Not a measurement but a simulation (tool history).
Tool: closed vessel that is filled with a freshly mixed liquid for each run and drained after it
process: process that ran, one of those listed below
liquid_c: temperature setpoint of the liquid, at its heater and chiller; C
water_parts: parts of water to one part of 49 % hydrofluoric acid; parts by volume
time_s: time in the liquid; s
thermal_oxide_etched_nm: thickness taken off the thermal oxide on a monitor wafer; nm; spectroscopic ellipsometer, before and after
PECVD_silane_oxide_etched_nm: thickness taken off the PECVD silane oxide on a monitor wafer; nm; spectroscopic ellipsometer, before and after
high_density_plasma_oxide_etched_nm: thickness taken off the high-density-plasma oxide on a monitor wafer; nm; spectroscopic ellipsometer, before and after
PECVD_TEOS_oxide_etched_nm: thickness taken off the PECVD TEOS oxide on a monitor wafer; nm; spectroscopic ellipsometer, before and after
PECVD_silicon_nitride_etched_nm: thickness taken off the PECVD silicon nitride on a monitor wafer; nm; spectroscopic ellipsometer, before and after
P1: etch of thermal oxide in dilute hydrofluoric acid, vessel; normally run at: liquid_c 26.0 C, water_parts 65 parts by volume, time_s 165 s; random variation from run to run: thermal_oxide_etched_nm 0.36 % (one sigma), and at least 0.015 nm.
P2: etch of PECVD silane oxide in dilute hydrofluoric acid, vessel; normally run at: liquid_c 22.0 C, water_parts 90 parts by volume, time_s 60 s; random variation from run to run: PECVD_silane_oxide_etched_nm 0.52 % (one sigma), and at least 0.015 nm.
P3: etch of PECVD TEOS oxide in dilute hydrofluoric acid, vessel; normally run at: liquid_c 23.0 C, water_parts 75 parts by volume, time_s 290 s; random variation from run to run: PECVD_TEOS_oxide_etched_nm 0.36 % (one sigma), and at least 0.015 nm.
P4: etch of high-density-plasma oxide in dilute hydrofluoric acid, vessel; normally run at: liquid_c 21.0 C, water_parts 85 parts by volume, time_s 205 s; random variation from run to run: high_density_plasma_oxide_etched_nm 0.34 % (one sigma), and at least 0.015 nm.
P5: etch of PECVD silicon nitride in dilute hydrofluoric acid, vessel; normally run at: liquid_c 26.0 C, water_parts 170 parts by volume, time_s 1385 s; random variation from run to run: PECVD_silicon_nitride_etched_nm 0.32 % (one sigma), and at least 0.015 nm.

run,hour,process,liquid_c,water_parts,time_s,hours since the thermometer was replaced,hours since the hydrofluoric acid flow meter was replaced,thermal_oxide_etched_nm,PECVD_silane_oxide_etched_nm,high_density_plasma_oxide_etched_nm,PECVD_TEOS_oxide_etched_nm,PECVD_silicon_nitride_etched_nm
1,3.3,P1,26.0,65,165,160.8,775.7,13.8750,,,,
2,9.6,P2,22.0,90,110,167.1,782.0,,25.5500,,,
3,12.6,P1,26.0,65,165,170.1,785.0,13.8730,,,,
4,17.3,P4,21.0,85,205,174.8,789.7,,,16.771,,
5,21.5,P2,17.0,90,60,179.0,793.9,,11.3840,,,
6,25.6,P3,23.0,75,290,183.1,798.0,,,,55.034,
7,31.6,P4,17.0,85,205,189.1,804.0,,,14.225,,
8,35.1,P1,26.0,95,165,192.6,807.5,9.1504,,,,
9,39.6,P5,26.0,170,1385,197.1,812.0,,,,,29.118
10,44.6,P1,26.0,65,165,202.1,817.0,13.9180,,,,
11,49.2,P5,34.0,170,1385,206.7,821.6,,,,,47.343
12,55.3,P3,17.0,75,290,212.8,827.7,,,,43.099,
13,60.4,P5,26.0,170,665,217.9,832.8,,,,,14.018
14,66.2,P1,26.0,65,165,223.7,838.6,13.8440,,,,
15,72.8,P3,23.0,75,85,230.3,845.2,,,,16.192,
16,76.5,P4,21.0,125,205,234.0,848.9,,,10.926,,
17,82.2,P1,26.0,65,165,239.7,854.6,13.9380,,,,
18,86.3,P2,22.0,135,60,243.8,858.7,,8.8631,,,
19,92.5,P2,22.0,90,60,250.0,864.9,,13.9650,,,
20,95.9,P1,34.0,65,165,253.4,868.3,18.8840,,,,
21,102.1,P1,26.0,20,165,259.6,874.5,47.9520,,,,
22,106.2,P1,22.0,65,165,263.7,878.6,11.7290,,,,
23,112.8,P4,21.0,85,205,270.3,885.2,,,16.854,,
24,119.6,P3,23.0,135,290,277.1,892.0,,,,28.463,
25,124.3,P1,26.0,65,245,281.8,896.7,20.6720,,,,

Run 26 comes next. What will it give?
26,130.8,P1,33.5,110,165,288.3,903.2,?,,,,

thermal_oxide_etched_nm: 10.2040 nm
